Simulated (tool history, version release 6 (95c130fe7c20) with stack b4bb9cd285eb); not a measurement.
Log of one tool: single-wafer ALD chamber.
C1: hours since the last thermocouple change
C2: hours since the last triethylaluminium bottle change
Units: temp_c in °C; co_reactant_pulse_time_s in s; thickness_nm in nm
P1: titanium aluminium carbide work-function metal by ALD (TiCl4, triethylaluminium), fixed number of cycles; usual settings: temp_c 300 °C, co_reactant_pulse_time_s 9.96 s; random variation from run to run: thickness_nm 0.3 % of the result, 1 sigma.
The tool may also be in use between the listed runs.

run 1 hour=7.7 | temp_c=300 co_reactant_pulse_time_s=9.96 | C1=861.6 C2=380 | thickness_nm=2.0785
run 2 hour=17.2 | temp_c=319 co_reactant_pulse_time_s=14.32 | C1=871.1 C2=389.5 | thickness_nm=2.3028
run 3 hour=27.8 | temp_c=300 co_reactant_pulse_time_s=9.96 | C1=881.7 C2=400.1 | thickness_nm=2.0792
run 4 hour=33.1 | temp_c=300 co_reactant_pulse_time_s=9.96 | C1=887 C2=405.4 | thickness_nm=2.0679
run 5 hour=41.8 | temp_c=300 co_reactant_pulse_time_s=4.1 | C1=895.7 C2=414.1 | thickness_nm=1.6311
run 6 hour=47.2 | temp_c=300 co_reactant_pulse_time_s=9.96 | C1=901.1 C2=419.5 | thickness_nm=2.0824
run 7 hour=53 | temp_c=276 co_reactant_pulse_time_s=9.96 | C1=906.9 C2=425.3 | thickness_nm=1.866
run 8 hour=62.7 | temp_c=300 co_reactant_pulse_time_s=14.08 | C1=916.6 C2=435 | thickness_nm=2.1244
run 9 hour=68.8 | temp_c=300 co_reactant_pulse_time_s=9.96 | C1=922.7 C2=441.1 | thickness_nm=2.0778
run 10 hour=78.7 | temp_c=318 co_reactant_pulse_time_s=9.96 | C1=932.6 C2=451 | thickness_nm=2.2336
run 11 hour=88.4 | temp_c=312 co_reactant_pulse_time_s=15.65 | C1=942.3 C2=460.7 | thickness_nm=2.2587
run 12 hour=97.4 | temp_c=280 co_reactant_pulse_time_s=15.22 | C1=951.3 C2=469.7 | thickness_nm=1.9556
run 13 hour=107 | temp_c=300 co_reactant_pulse_time_s=9.96 | C1=960.9 C2=479.3 | thickness_nm=2.0821
run 14 hour=115.4 | temp_c=300 co_reactant_pulse_time_s=9.96 | C1=969.3 C2=487.7 | thickness_nm=2.0842
run 15 hour=123.2 | temp_c=300 co_reactant_pulse_time_s=9.96 | C1=977.1 C2=495.5 | thickness_nm=2.0401
run 16 hour=128.5 | temp_c=300 co_reactant_pulse_time_s=9.96 | C1=982.4 C2=500.8 | thickness_nm=2.0468
run 17 hour=134.6 | temp_c=300 co_reactant_pulse_time_s=9.96 | C1=988.5 C2=506.9 | thickness_nm=2.0283
run 18 hour=139.6 | temp_c=300 co_reactant_pulse_time_s=9.96 | C1=993.5 C2=511.9 | thickness_nm=2.0346

Run 19 comes next. What will it give?
run 19 hour=146.9 | temp_c=300 co_reactant_pulse_time_s=9.96 | C1=1000.8 C2=519.2 | thickness_nm=?

Run 19 gave thickness_nm 2.043 nm.
